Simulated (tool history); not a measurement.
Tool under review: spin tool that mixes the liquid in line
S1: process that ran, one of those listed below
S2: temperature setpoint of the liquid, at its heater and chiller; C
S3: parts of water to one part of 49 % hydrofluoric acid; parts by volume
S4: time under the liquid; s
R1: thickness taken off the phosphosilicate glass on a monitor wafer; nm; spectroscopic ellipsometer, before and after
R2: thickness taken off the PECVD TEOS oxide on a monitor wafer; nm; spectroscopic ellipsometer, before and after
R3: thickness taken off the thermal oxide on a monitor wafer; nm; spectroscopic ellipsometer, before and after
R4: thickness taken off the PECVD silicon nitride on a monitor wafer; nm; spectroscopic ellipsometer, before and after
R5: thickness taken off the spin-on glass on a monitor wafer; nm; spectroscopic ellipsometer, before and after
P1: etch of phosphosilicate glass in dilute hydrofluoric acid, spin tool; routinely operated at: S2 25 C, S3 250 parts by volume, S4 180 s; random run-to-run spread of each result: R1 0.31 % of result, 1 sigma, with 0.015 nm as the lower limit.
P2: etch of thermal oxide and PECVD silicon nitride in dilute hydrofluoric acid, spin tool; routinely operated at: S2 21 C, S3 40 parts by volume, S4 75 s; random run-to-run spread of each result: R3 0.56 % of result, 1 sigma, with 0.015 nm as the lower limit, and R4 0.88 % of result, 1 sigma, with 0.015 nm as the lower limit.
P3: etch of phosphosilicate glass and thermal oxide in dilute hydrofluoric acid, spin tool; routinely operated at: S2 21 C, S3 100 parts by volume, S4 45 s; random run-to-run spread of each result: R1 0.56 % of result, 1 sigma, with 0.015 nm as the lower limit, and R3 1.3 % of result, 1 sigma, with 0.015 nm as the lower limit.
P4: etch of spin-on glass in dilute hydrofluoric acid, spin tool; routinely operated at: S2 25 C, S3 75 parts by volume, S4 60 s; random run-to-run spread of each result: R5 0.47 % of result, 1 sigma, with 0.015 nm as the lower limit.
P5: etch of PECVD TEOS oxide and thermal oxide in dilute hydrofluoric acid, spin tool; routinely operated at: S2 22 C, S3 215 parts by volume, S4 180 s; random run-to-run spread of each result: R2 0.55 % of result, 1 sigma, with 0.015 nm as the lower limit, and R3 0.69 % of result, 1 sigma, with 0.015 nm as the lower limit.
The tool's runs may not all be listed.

| run | hour | S1 | S2 | S3 | S4 | R1 | R2 | R3 | R4 | R5 |
|---|---|---|---|---|---|---|---|---|---|---|
| 1 | 4.7 | P1 | 25 | 250 | 180 | 54.447 |  |  |  |  |
| 2 | 8.6 | P5 | 22 | 215 | 180 |  | 5.9697 | 3.1841 |  |  |
| 3 | 12.6 | P2 | 21 | 40 | 145 |  |  | 17.125 | 6.2285 |  |
| 4 | 18.3 | P3 | 29 | 100 | 45 | 33.204 |  | 2.666 |  |  |
| 5 | 22.4 | P1 | 25 | 250 | 180 | 54.62 |  |  |  |  |
| 6 | 28.9 | P4 | 25 | 75 | 60 |  |  |  |  | 25.885 |
| 7 | 35.4 | P1 | 25 | 250 | 180 | 54.394 |  |  |  |  |
| 8 | 40.1 | P1 | 25 | 400 | 180 | 29.514 |  |  |  |  |
| 9 | 44.1 | P1 | 25 | 250 | 25 | 7.595 |  |  |  |  |
| 10 | 48.7 | P1 | 25 | 60 | 180 | 282.71 |  |  |  |  |
| 11 | 52.6 | P1 | 21.5 | 355 | 180 | 30.723 |  |  |  |  |
| 12 | 59.4 | P1 | 28.5 | 250 | 15 | 5.1524 |  |  |  |  |
| 13 | 64.6 | P1 | 25 | 250 | 180 | 54.468 |  |  |  |  |
| 14 | 70.9 | P3 | 21 | 100 | 15 | 8.0323 |  | 0.62208 |  |  |
| 15 | 75.7 | P1 | 25 | 250 | 180 | 54.557 |  |  |  |  |
| 16 | 79.8 | P1 | 25 | 250 | 180 | 54.503 |  |  |  |  |
|  | 80.4 | hydrofluoric acid flow meter replaced |
| 17 | 85.2 | P4 | 29.5 | 75 | 60 |  |  |  |  | 30.84 |
| 18 | 91.4 | P4 | 25 | 75 | 15 |  |  |  |  | 6.4186 |
| 19 | 95.3 | P1 | 25 | 250 | 180 | 54.569 |  |  |  |  |
| 20 | 98.6 | P5 | 22 | 215 | 25 |  | 0.78796 | 0.45344 |  |  |
| 21 | 103.6 | P2 | 21 | 25 | 75 |  |  | 14.299 | 4.9024 |  |
| 22 | 108.4 | P1 | 25 | 250 | 320 | 97.151 |  |  |  |  |
| 23 | 112.6 | P5 | 17 | 215 | 180 |  | 4.8034 | 2.6551 |  |  |
| 24 | 118.3 | P1 | 33.5 | 250 | 180 | 72.943 |  |  |  |  |
| 25 | 121.9 | P3 | 21 | 100 | 45 | 24.184 |  | 1.9524 |  |  |
| 26 | 128 | P2 | 17 | 40 | 75 |  |  | 7.3226 | 2.4119 |  |

For run 27, what comes out?
| 27 | 133.4 | P3 | 21 | 25 | 45 | ? |  | ? |  |  |

R1: 105.34 nm
R3: 8.3931 nm

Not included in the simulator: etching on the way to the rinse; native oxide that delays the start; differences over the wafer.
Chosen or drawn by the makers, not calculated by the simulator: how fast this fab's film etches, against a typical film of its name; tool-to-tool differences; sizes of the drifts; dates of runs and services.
